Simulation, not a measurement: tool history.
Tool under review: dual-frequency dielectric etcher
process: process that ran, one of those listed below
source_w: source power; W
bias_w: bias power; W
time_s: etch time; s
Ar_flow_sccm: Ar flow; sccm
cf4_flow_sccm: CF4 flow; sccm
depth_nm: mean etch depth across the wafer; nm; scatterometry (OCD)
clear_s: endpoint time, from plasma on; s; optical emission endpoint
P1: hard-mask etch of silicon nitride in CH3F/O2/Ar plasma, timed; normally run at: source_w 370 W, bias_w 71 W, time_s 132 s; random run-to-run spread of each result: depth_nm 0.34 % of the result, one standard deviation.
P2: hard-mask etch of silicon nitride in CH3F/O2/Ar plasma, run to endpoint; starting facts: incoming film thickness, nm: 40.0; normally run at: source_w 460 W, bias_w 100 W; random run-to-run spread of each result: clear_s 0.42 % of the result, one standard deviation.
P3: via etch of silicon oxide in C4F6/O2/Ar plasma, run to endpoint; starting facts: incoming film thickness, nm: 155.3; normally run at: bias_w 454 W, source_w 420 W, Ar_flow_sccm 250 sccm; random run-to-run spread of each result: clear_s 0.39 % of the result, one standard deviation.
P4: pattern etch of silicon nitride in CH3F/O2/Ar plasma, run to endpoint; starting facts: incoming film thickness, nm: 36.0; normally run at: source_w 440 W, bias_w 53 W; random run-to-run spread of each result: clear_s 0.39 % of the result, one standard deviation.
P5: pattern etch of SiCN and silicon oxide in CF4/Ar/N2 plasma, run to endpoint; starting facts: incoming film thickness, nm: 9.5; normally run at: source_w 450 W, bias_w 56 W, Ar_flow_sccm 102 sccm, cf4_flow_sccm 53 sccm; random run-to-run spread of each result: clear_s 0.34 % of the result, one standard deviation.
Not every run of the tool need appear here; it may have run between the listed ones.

| run | hour | process | source_w | bias_w | time_s | Ar_flow_sccm | cf4_flow_sccm | hours since the last wet clean | hours since the last source power generator calibration | hours since the last bias power generator calibration | depth_nm | clear_s |
|---|---|---|---|---|---|---|---|---|---|---|---|---|
| 1 | 8.9 | P1 | 370 | 71 | 132 |  |  | 146.2 | 679.4 | 576.7 | 90.891 |  |
| 2 | 15.8 | P1 | 370 | 71 | 102.5 |  |  | 153.1 | 686.3 | 583.6 | 70.334 |  |
| 3 | 24.9 | P1 | 370 | 51 | 132 |  |  | 162.2 | 695.4 | 592.7 | 81.346 |  |
| 4 | 31.7 | P5 | 450 | 56 |  | 102 | 53 | 169 | 702.2 | 599.5 |  | 12.859 |
| 5 | 38.1 | P1 | 370 | 71 | 132 |  |  | 175.4 | 708.6 | 605.9 | 90.542 |  |
| 6 | 42.7 | P3 | 270 | 454 |  | 250 |  | 180 | 713.2 | 610.5 |  | 40.341 |
| 7 | 50.4 | P5 | 450 | 56 |  | 102 | 53 | 187.7 | 720.9 | 618.2 |  | 12.857 |
| 8 | 57 | P1 | 300 | 71 | 132 |  |  | 194.3 | 727.5 | 624.8 | 83.567 |  |
| 9 | 63 | P3 | 420 | 563 |  | 250 |  | 200.3 | 733.5 | 630.8 |  | 31.451 |
| 10 | 67.3 | P5 | 450 | 56 |  | 67 | 53 | 204.6 | 737.8 | 635.1 |  | 11.946 |
| 11 | 71.8 | P1 | 370 | 95 | 132 |  |  | 209.1 | 742.3 | 639.6 | 100.28 |  |
| 12 | 80.6 | P5 | 450 | 56 |  | 102 | 73 | 217.9 | 751.1 | 648.4 |  | 12.276 |
| 13 | 89 | P1 | 370 | 71 | 132 |  |  | 226.3 | 759.5 | 656.8 | 90.113 |  |
| 14 | 98.5 | P2 | 460 | 100 |  |  |  | 235.8 | 769 | 666.3 |  | 47.527 |
| 15 | 107.7 | P4 | 600 | 53 |  |  |  | 245 | 778.2 | 675.5 |  | 48.507 |
| 16 | 115.4 | P4 | 440 | 33 |  |  |  | 252.7 | 785.9 | 683.2 |  | 62.889 |
| 17 | 125.1 | P5 | 630 | 56 |  | 102 | 53 | 262.4 | 795.6 | 692.9 |  | 9.5413 |
| 18 | 134.8 | P1 | 370 | 71 | 132 |  |  | 272.1 | 805.3 | 702.6 | 90.252 |  |
| 19 | 140.1 | P2 | 460 | 139 |  |  |  | 277.4 | 810.6 | 707.9 |  | 41.787 |
| 20 | 149.7 | P3 | 420 | 454 |  | 333 |  | 287 | 820.2 | 717.5 |  | 35.368 |
| 21 | 154.6 | P1 | 470 | 71 | 132 |  |  | 291.9 | 825.1 | 722.4 | 99.145 |  |
| 22 | 159.8 | P2 | 660 | 100 |  |  |  | 297.1 | 830.3 | 727.6 |  | 41.531 |
| 23 | 167 | P1 | 230 | 47 | 132 |  |  | 304.3 | 837.5 | 734.8 | 65.742 |  |
| 24 | 175.8 | P3 | 420 | 454 |  | 250 |  | 313.1 | 846.3 | 743.6 |  | 33.997 |
| 25 | 181.7 | P4 | 440 | 53 |  |  |  | 319 | 852.2 | 749.5 |  | 54.914 |
| 26 | 191.4 | P1 | 370 | 71 | 171 |  |  | 328.7 | 861.9 | 759.2 | 116.48 |  |
| 27 | 198.7 | P1 | 370 | 71 | 132 |  |  | 336 | 869.2 | 766.5 | 90.614 |  |
| 28 | 206.2 | P5 | 450 | 45 |  | 102 | 53 | 343.5 | 876.7 | 774 |  | 13.859 |
| 29 | 212.2 | P1 | 370 | 52 | 165 |  |  | 349.5 | 882.7 | 780 | 102.01 |  |
| 30 | 219.3 | P1 | 370 | 71 | 132 |  |  | 356.6 | 889.8 | 787.1 | 90.388 |  |
| 31 | 227.6 | P1 | 370 | 71 | 132 |  |  | 364.9 | 898.1 | 795.4 | 91.335 |  |
| 32 | 236.2 | P1 | 370 | 71 | 132 |  |  | 373.5 | 906.7 | 804 | 91.62 |  |
| 33 | 240.7 | P1 | 370 | 71 | 132 |  |  | 378 | 911.2 | 808.5 | 91.87 |  |
| 34 | 246.5 | P1 | 370 | 71 | 132 |  |  | 383.8 | 917 | 814.3 | 91.697 |  |

Estimate the outcome of run 35 from the log above:
|  | 253.1 | wet clean of the chamber |
| 35 | 255.6 | P1 | 370 | 71 | 132 |  |  | 2.6 | 926.1 | 823.4 | ? |  |

depth_nm: 92.213 nm
